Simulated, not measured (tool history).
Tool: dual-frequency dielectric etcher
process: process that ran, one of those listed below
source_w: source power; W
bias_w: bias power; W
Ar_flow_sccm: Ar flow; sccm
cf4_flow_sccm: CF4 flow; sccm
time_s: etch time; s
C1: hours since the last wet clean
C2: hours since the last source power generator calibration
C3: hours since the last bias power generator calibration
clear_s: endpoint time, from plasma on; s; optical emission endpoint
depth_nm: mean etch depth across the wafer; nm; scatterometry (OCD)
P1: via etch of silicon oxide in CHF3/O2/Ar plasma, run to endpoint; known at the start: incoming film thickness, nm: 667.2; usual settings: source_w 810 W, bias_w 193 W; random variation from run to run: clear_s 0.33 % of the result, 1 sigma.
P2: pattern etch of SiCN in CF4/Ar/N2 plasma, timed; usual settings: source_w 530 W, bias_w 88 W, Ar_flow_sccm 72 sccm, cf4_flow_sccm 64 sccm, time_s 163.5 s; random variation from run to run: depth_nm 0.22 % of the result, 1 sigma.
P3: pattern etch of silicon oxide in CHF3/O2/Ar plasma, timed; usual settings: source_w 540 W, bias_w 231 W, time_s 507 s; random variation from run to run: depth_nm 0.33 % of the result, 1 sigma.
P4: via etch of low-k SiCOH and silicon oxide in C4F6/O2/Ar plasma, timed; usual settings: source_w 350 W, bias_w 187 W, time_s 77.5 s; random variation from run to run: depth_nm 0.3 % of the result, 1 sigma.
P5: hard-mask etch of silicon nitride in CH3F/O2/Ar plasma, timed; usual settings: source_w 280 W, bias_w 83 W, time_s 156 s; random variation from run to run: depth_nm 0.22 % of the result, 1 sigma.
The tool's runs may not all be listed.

{"run": 1, "hour": 4.5, "process": "P1", "source_w": 810, "bias_w": 193, "C1": 191.2, "C2": 561.3, "C3": 2378.2, "clear_s": 290.09}
{"run": 2, "hour": 9.1, "process": "P1", "source_w": 810, "bias_w": 154, "C1": 195.8, "C2": 565.9, "C3": 2382.8, "clear_s": 316.74}
{"run": 3, "hour": 14.8, "process": "P2", "source_w": 530, "bias_w": 88, "Ar_flow_sccm": 72, "cf4_flow_sccm": 64, "time_s": 163.5, "C1": 201.5, "C2": 571.6, "C3": 2388.5, "depth_nm": 177.02}
{"run": 4, "hour": 19.7, "process": "P4", "source_w": 430, "bias_w": 187, "time_s": 77.5, "C1": 206.4, "C2": 576.5, "C3": 2393.4, "depth_nm": 229.24}
{"run": 5, "hour": 25.6, "process": "P4", "source_w": 350, "bias_w": 187, "time_s": 77.5, "C1": 212.3, "C2": 582.4, "C3": 2399.3, "depth_nm": 210.92}
{"run": 6, "hour": 30.2, "process": "P1", "source_w": 520, "bias_w": 156, "C1": 216.9, "C2": 587, "C3": 2403.9, "clear_s": 372.89}
{"run": 7, "hour": 32.8, "process": "P5", "source_w": 280, "bias_w": 60, "time_s": 156, "C1": 219.5, "C2": 589.6, "C3": 2406.5, "depth_nm": 89.281}
{"run": 8, "hour": 37.2, "process": "P4", "source_w": 350, "bias_w": 241, "time_s": 77.5, "C1": 223.9, "C2": 594, "C3": 2410.9, "depth_nm": 230.32}
{"run": 9, "hour": 41.7, "process": "P2", "source_w": 400, "bias_w": 88, "Ar_flow_sccm": 72, "cf4_flow_sccm": 64, "time_s": 163.5, "C1": 228.4, "C2": 598.5, "C3": 2415.4, "depth_nm": 138.13}
{"run": 10, "hour": 45.4, "process": "P5", "source_w": 280, "bias_w": 83, "time_s": 156, "C1": 232.1, "C2": 602.2, "C3": 2419.1, "depth_nm": 99.835}
{"run": 11, "hour": 50.9, "process": "P3", "source_w": 710, "bias_w": 231, "time_s": 507, "C1": 237.6, "C2": 607.7, "C3": 2424.6, "depth_nm": 1135}
{"run": 12, "hour": 56.0, "process": "P5", "source_w": 280, "bias_w": 83, "time_s": 156, "C1": 242.7, "C2": 612.8, "C3": 2429.7, "depth_nm": 99.891}
{"run": 13, "hour": 58.9, "process": "P2", "source_w": 530, "bias_w": 88, "Ar_flow_sccm": 72, "cf4_flow_sccm": 64, "time_s": 163.5, "C1": 245.6, "C2": 615.7, "C3": 2432.6, "depth_nm": 178.37}
{"run": 14, "hour": 63.3, "process": "P5", "source_w": 210, "bias_w": 83, "time_s": 156, "C1": 250, "C2": 620.1, "C3": 2437, "depth_nm": 89.8}
{"run": 15, "hour": 68.8, "process": "P2", "source_w": 530, "bias_w": 88, "Ar_flow_sccm": 100, "cf4_flow_sccm": 64, "time_s": 163.5, "C1": 255.5, "C2": 625.6, "C3": 2442.5, "depth_nm": 170.02}
{"run": 16, "hour": 71.4, "process": "P1", "source_w": 1020, "bias_w": 123, "C1": 258.1, "C2": 628.2, "C3": 2445.1, "clear_s": 308.07}
{"run": 17, "hour": 75.2, "process": "P1", "source_w": 810, "bias_w": 193, "C1": 261.9, "C2": 632, "C3": 2448.9, "clear_s": 291.1}
{"run": 18, "hour": 79.2, "process": "P3", "source_w": 540, "bias_w": 231, "time_s": 507, "C1": 265.9, "C2": 636, "C3": 2452.9, "depth_nm": 1024}
{"run": 19, "hour": 82.1, "process": "P1", "source_w": 530, "bias_w": 193, "C1": 268.8, "C2": 638.9, "C3": 2455.8, "clear_s": 342.67}
{"run": 20, "hour": 86.7, "process": "P2", "source_w": 530, "bias_w": 88, "Ar_flow_sccm": 72, "cf4_flow_sccm": 64, "time_s": 120.5, "C1": 273.4, "C2": 643.5, "C3": 2460.4, "depth_nm": 131.05}
{"run": 21, "hour": 91.8, "process": "P1", "source_w": 810, "bias_w": 271, "C1": 278.5, "C2": 648.6, "C3": 2465.5, "clear_s": 259.51}
{"run": 22, "hour": 97.4, "process": "P2", "source_w": 530, "bias_w": 105, "Ar_flow_sccm": 72, "cf4_flow_sccm": 64, "time_s": 163.5, "C1": 284.1, "C2": 654.2, "C3": 2471.1, "depth_nm": 189.1}
{"run": 23, "hour": 103.0, "process": "P1", "source_w": 810, "bias_w": 193, "C1": 289.7, "C2": 659.8, "C3": 2476.7, "clear_s": 291.4}
{"run": 24, "hour": 105.6, "process": "P1", "source_w": 1130, "bias_w": 193, "C1": 292.3, "C2": 662.4, "C3": 2479.3, "clear_s": 256.88}
{"run": 25, "hour": 109.3, "process": "P3", "source_w": 540, "bias_w": 180, "time_s": 507, "C1": 296, "C2": 666.1, "C3": 2483, "depth_nm": 943.62}
{"run": 26, "hour": 111.9, "process": "P1", "source_w": 810, "bias_w": 193, "C1": 298.6, "C2": 668.7, "C3": 2485.6, "clear_s": 293.04}
{"run": 27, "hour": 116.6, "process": "P3", "source_w": 540, "bias_w": 231, "time_s": 507, "C1": 303.3, "C2": 673.4, "C3": 2490.3, "depth_nm": 1032.9}
{"run": 28, "hour": 121.4, "process": "P4", "source_w": 350, "bias_w": 187, "time_s": 49.5, "C1": 308.1, "C2": 678.2, "C3": 2495.1, "depth_nm": 134.74}
{"hour": 124.6, "done": "wet clean of the chamber"}
{"run": 29, "hour": 127.0, "process": "P3", "source_w": 540, "bias_w": 231, "time_s": 630.5, "C1": 2.5, "C2": 683.8, "C3": 2500.7, "depth_nm": 1274}
{"run": 30, "hour": 132.5, "process": "P4", "source_w": 350, "bias_w": 187, "time_s": 77.5, "C1": 8, "C2": 689.3, "C3": 2506.2, "depth_nm": 212.78}
{"run": 31, "hour": 137.6, "process": "P5", "source_w": 280, "bias_w": 83, "time_s": 94, "C1": 13.1, "C2": 694.4, "C3": 2511.3, "depth_nm": 60.36}
{"run": 32, "hour": 142.0, "process": "P1", "source_w": 810, "bias_w": 193, "C1": 17.5, "C2": 698.8, "C3": 2515.7, "clear_s": 290.72}
{"run": 33, "hour": 146.9, "process": "P2", "source_w": 530, "bias_w": 88, "Ar_flow_sccm": 72, "cf4_flow_sccm": 45, "time_s": 163.5, "C1": 22.4, "C2": 703.7, "C3": 2520.6, "depth_nm": 169.38}
{"run": 34, "hour": 151.8, "process": "P1", "source_w": 810, "bias_w": 193, "C1": 27.3, "C2": 708.6, "C3": 2525.5, "clear_s": 292.13}
{"run": 35, "hour": 155.4, "process": "P1", "source_w": 810, "bias_w": 193, "C1": 30.9, "C2": 712.2, "C3": 2529.1, "clear_s": 291.31}
{"run": 36, "hour": 159.0, "process": "P1", "source_w": 810, "bias_w": 193, "C1": 34.5, "C2": 715.8, "C3": 2532.7, "clear_s": 292.55}
{"run": 37, "hour": 163.7, "process": "P1", "source_w": 810, "bias_w": 193, "C1": 39.2, "C2": 720.5, "C3": 2537.4, "clear_s": 294.83}
{"run": 38, "hour": 167.9, "process": "P1", "source_w": 810, "bias_w": 193, "C1": 43.4, "C2": 724.7, "C3": 2541.6, "clear_s": 296.1}
{"run": 39, "hour": 173.0, "process": "P1", "source_w": 810, "bias_w": 193, "C1": 48.5, "C2": 729.8, "C3": 2546.7, "clear_s": 295.07}
{"run": 40, "hour": 175.8, "process": "P1", "source_w": 810, "bias_w": 193, "C1": 51.3, "C2": 732.6, "C3": 2549.5, "clear_s": 296.07}
{"hour": 177.9, "done": "wet clean of the chamber"}
{"run": 41, "hour": 180.5, "process": "P1", "source_w": 810, "bias_w": 193, "C1": 2.6, "C2": 737.3, "C3": 2554.2, "clear_s": 296.38}
{"run": 42, "hour": 185.5, "process": "P1", "source_w": 810, "bias_w": 193, "C1": 7.6, "C2": 742.3, "C3": 2559.2, "clear_s": 296.14}
{"run": 43, "hour": 189.4, "process": "P1", "source_w": 810, "bias_w": 193, "C1": 11.5, "C2": 746.2, "C3": 2563.1, "clear_s": 295.98}

What P1 gives has crept away from where it was. These 2 causes fit the log equally well, each at the size given:
A: source power that arrives under what is set, % = 4.21
B: bias power that arrives under what is set, % = 4.84
The creep began at about hour 155.4.
Why every other cause is out:
chamber walls in a state that lowers the etch rate, %: serviced at hour 177.9, which brought nothing back

4 check runs are offered, one wafer each, their results left as question marks. Which one tells the causes apart?
{"run": "check 1", "hour": 193.3, "process": "P2", "source_w": 530, "bias_w": 88, "Ar_flow_sccm": 87, "cf4_flow_sccm": 64, "time_s": 163.5, "depth_nm": "?"}
{"run": "check 2", "hour": 193.3, "process": "P5", "source_w": 230, "bias_w": 83, "time_s": 156, "depth_nm": "?"}
{"run": "check 3", "hour": 193.3, "process": "P3", "source_w": 540, "bias_w": 192, "time_s": 507, "depth_nm": "?"}
{"run": "check 4", "hour": 193.3, "process": "P4", "source_w": 350, "bias_w": 235, "time_s": 55.5, "depth_nm": "?"}

What each check would give under each cause:
check=check_1 result=depth_nm if_A=166.76 if_B=170.16
check=check_2 result=depth_nm if_A=91.47 if_B=91.271
check=check_3 result=depth_nm if_A=948.29 if_B=947.74
check=check_4 result=depth_nm if_A=160.71 if_B=160.68
How far apart the two closest causes lie, in the result that separates them most: check 1 2.02 %; check 2 0.22 %; check 3 0.06 %; check 4 0.02 %
Check 1 tells the causes apart: in the others they would give nearly the same result.

Then check 1 was run and gave: depth_nm 166.88 nm. Which cause is it?

It is A: source power that arrives under what is set, %.

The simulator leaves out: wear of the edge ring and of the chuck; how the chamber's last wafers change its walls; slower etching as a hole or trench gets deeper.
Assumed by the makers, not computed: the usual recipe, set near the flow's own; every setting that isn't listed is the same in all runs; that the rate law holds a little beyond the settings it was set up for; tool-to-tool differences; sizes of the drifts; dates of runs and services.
